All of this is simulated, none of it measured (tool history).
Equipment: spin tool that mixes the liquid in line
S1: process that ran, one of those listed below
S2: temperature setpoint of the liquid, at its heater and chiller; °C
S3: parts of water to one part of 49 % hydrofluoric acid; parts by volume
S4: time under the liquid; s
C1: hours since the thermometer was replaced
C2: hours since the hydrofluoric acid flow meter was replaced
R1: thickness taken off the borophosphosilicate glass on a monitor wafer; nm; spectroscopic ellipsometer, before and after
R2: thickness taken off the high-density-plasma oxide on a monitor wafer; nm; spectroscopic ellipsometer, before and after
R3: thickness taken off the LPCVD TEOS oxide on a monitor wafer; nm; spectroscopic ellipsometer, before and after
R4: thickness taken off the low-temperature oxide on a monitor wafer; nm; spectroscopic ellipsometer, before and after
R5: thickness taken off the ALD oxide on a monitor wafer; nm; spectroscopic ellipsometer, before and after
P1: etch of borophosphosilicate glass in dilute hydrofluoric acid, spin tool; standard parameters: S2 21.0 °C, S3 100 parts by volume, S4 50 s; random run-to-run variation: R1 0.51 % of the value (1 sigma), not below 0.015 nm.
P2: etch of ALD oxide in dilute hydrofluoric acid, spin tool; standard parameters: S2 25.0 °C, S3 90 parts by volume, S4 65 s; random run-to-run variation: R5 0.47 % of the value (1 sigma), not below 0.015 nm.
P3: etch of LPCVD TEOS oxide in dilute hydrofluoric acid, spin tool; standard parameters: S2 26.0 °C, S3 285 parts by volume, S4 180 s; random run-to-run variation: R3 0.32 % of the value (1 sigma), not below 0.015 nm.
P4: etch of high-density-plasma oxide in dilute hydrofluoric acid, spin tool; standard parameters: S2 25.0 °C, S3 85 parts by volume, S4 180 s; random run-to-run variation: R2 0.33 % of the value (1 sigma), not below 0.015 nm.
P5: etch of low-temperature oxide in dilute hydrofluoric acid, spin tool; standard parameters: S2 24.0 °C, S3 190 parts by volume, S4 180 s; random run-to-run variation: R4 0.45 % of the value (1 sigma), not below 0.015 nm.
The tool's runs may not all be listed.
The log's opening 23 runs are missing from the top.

{"run": 24, "hour": 138.3, "S1": "P2", "S2": 25.0, "S3": 90, "S4": 65, "C1": 850.5, "C2": 109.1, "R5": 10.937}
{"run": 25, "hour": 144.6, "S1": "P1", "S2": 26.5, "S3": 100, "S4": 50, "C1": 856.8, "C2": 115.4, "R1": 23.116}
{"run": 26, "hour": 150.6, "S1": "P4", "S2": 25.0, "S3": 85, "S4": 180, "C1": 862.8, "C2": 121.4, "R2": 11.482}
{"run": 27, "hour": 154.6, "S1": "P1", "S2": 21.0, "S3": 100, "S4": 50, "C1": 866.8, "C2": 125.4, "R1": 18.734}
{"run": 28, "hour": 160.1, "S1": "P4", "S2": 25.0, "S3": 85, "S4": 100, "C1": 872.3, "C2": 130.9, "R2": 6.4033}
{"run": 29, "hour": 165.6, "S1": "P5", "S2": 24.0, "S3": 190, "S4": 180, "C1": 877.8, "C2": 136.4, "R4": 27.362}
{"run": 30, "hour": 170.9, "S1": "P1", "S2": 21.0, "S3": 100, "S4": 50, "C1": 883.1, "C2": 141.7, "R1": 18.651}
{"run": 31, "hour": 176.5, "S1": "P1", "S2": 21.0, "S3": 100, "S4": 50, "C1": 888.7, "C2": 147.3, "R1": 19.613}
{"run": 32, "hour": 183.2, "S1": "P1", "S2": 21.0, "S3": 100, "S4": 50, "C1": 895.4, "C2": 154.0, "R1": 20.126}
{"run": 33, "hour": 187.5, "S1": "P1", "S2": 21.0, "S3": 100, "S4": 50, "C1": 899.7, "C2": 158.3, "R1": 20.282}
{"run": 34, "hour": 192.8, "S1": "P1", "S2": 21.0, "S3": 100, "S4": 50, "C1": 905.0, "C2": 163.6, "R1": 20.457}

What does the tool deliver on the next run?
{"run": 35, "hour": 199.8, "S1": "P1", "S2": 21.0, "S3": 100, "S4": 50, "C1": 912.0, "C2": 170.6, "R1": "?"}

R1: 20.6700 nm
